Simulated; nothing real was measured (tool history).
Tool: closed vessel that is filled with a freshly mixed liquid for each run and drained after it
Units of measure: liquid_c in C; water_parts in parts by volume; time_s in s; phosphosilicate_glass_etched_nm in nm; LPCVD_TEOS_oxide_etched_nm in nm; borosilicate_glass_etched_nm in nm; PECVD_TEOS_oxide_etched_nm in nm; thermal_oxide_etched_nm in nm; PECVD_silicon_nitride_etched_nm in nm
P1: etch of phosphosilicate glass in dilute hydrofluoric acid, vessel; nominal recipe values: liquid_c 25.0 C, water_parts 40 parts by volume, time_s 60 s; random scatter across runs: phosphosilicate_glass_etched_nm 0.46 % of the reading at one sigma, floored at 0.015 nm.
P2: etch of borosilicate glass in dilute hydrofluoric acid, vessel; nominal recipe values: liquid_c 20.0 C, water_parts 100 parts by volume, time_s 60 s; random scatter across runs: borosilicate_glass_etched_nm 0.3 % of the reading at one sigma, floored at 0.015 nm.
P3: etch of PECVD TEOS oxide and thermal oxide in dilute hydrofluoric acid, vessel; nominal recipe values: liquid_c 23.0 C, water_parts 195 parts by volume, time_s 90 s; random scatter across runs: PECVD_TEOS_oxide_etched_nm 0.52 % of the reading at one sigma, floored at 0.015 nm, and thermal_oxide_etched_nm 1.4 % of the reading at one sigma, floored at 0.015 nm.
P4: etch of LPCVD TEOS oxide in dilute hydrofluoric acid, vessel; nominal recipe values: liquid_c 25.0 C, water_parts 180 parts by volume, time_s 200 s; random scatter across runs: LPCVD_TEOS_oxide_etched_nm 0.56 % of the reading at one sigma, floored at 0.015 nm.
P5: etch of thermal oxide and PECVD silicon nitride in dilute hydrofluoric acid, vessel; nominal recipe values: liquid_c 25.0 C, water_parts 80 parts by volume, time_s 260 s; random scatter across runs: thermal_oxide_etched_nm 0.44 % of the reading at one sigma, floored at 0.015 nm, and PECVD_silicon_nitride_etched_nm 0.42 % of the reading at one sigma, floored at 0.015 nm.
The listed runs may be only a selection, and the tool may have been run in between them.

run     day  process  liquid_c  water_parts  time_s  hours since the thermometer was replaced  hours since the hydrofluoric acid flow meter was replaced  phosphosilicate_glass_etched_nm  LPCVD_TEOS_oxide_etched_nm  borosilicate_glass_etched_nm  PECVD_TEOS_oxide_etched_nm  thermal_oxide_etched_nm  PECVD_silicon_nitride_etched_nm
  1   0.629       P1      25.0           40      60                                     387.3                                                     1229.6                           335.03
  2   1.183       P1      19.0           60      60                                     400.6                                                     1242.9                           170.69
  3   1.788       P4      25.0          180     200                                     415.1                                                     1257.4                                                       19.832
  4   2.458       P2      20.0           30      60                                     431.2                                                     1273.5                                                                                     75.066
  5   2.771       P3      23.0           40      90                                     438.7                                                     1281.0                                                                                                                46.7210                 11.71100
  6   3.283       P4      20.0          180     200                                     451.0                                                     1293.3                                                       16.382
  7   3.704       P1      25.0           40      60                                     461.1                                                     1303.4                           335.31
  8   4.225       P4      25.0          180     385                                     473.6                                                     1315.9                                                       38.217
  9   4.742       P1      25.0           40      30                                     486.0                                                     1328.3                           167.95
 10   5.275       P5      25.0           25     260                                     498.8                                                     1341.1                                                                                                                                        57.60200                         25.15900
 11   5.600       P5      20.0           80     260                                     506.6                                                     1348.9                                                                                                                                        13.60800                          5.78340
 12   6.079       P5      25.0           80     260                                     518.1                                                     1360.4                                                                                                                                        16.60900                          8.07810
 13   6.712       P3      23.0          195      90                                     533.3                                                     1375.6                                                                                                                 8.0480                  1.98270
 14   7.333       P4      25.0          180     200                                     548.2                                                     1390.5                                                       19.879
 15   7.883       P1      29.5           40      60                                     561.4                                                     1403.7                           401.26
 16   8.292       P1      25.0           40      85                                     571.2                                                     1413.5                           475.09
 17   8.942       P2      20.0          100      30                                     586.8                                                     1429.1                                                                                     10.386
      9.446  -- thermometer replaced
 18   9.529       P3      17.0          195      90                                       2.1                                                     1443.2                                                                                                                 6.3411                  1.56570
 19  10.121       P3      23.0          195      30                                      16.3                                                     1457.4                                                                                                                 2.6906                  0.66301
 20  10.725       P5      25.0           80     260                                      30.8                                                     1471.9                                                                                                                                        16.84500                          8.07210
 21  11.317       P4      25.0           30     200                                      45.0                                                     1486.1                                                      142.860
 22  11.850       P1      19.0           40      60                                      57.8                                                     1498.9                           261.21
     12.008  -- hydrofluoric acid flow meter replaced
 23  12.408       P1      25.0           40      60                                      71.2                                                        9.6                           334.48
 24  12.988       P2      20.0          100      60                                      85.1                                                       23.5                                                                                     20.734
 25  13.617       P2      17.0          100      60                                     100.2                                                       38.6                                                                                     18.230
 26  14.121       P1      25.0           40      60                                     112.3                                                       50.7                           334.08
 27  14.592       P1      25.0           70      60                                     123.6                                                       62.0                           183.80
 28  15.233       P1      25.0           40      60                                     139.0                                                       77.4                           333.63
 29  15.700       P5      25.0           80      30                                     150.2                                                       88.6                                                                                                                                         1.92680                          0.94051
 30  16.175       P1      25.0           20      60                                     161.6                                                      100.0                           691.29
 31  16.521       P1      25.0           40      60                                     169.9                                                      108.3                           335.73
 32  17.042       P1      25.0           40      60                                     182.4                                                      120.8                           348.08
 33  17.671       P1      25.0           40      60                                     197.5                                                      135.9                           353.06
 34  17.983       P1      25.0           40      60                                     205.0                                                      143.4                           352.40
 35  18.579       P1      25.0           40      60                                     219.3                                                      157.7                           355.13
 36  19.212       P1      25.0           40      60                                     234.5                                                      172.9                           353.94
 37  19.650       P1      25.0           40      60                                     245.0                                                      183.4                           357.12

P1 no longer gives what it gave before; its output has crept away from where it was. The following 2 causes, each at its listed size, fit the log equally well:
A: hydrofluoric acid flow above the setpoint (%) = 5.83
B: liquid hotter than its thermometer reads (K) = 1.46
Creep in the process output first set in at about day 16.521.

You are offered 4 check runs, listed below with question marks in place of their results; each one averages 2 wafers. Which run separates the listed causes by giving clearly different results for each?
check 1  20.088       P3      17.0          195      90                                                                                                                                                                                                                           ?                        ?
check 2  20.088       P2      20.0           30      60                                                                                                                                                                                               ?
check 3  20.088       P5      25.0           35      45                                                                                                                                                                                                                                                    ?                                ?
check 4  20.088       P4      25.0           45     200                                                                                                                                                                 ?

Outcome of each check run for each possible cause:
  check                           result     if A     if B
check 1       PECVD_TEOS_oxide_etched_nm   6.8104   6.7517
check 1          thermal_oxide_etched_nm  1.67290  1.65840
check 2     borosilicate_glass_etched_nm   79.397   79.718
check 3          thermal_oxide_etched_nm  7.44100  7.44580
check 3  PECVD_silicon_nitride_etched_nm  3.31770  3.46310
check 4       LPCVD_TEOS_oxide_etched_nm   99.287   99.230
Minimum pairwise separation of causes per check, each pair taken at its best-separating result: check 1 0.87 %; check 2 0.4 %; check 3 4.29 %; check 4 0.06 %
Only check 3 tells the causes apart: in the others they would give nearly the same result.

The results of check 3 are: thermal_oxide_etched_nm 7.45040 nm; PECVD_silicon_nitride_etched_nm 3.31020 nm. Based on these, which of the listed causes is it?

Of the candidate causes, it is A: hydrofluoric acid flow above the setpoint (%).
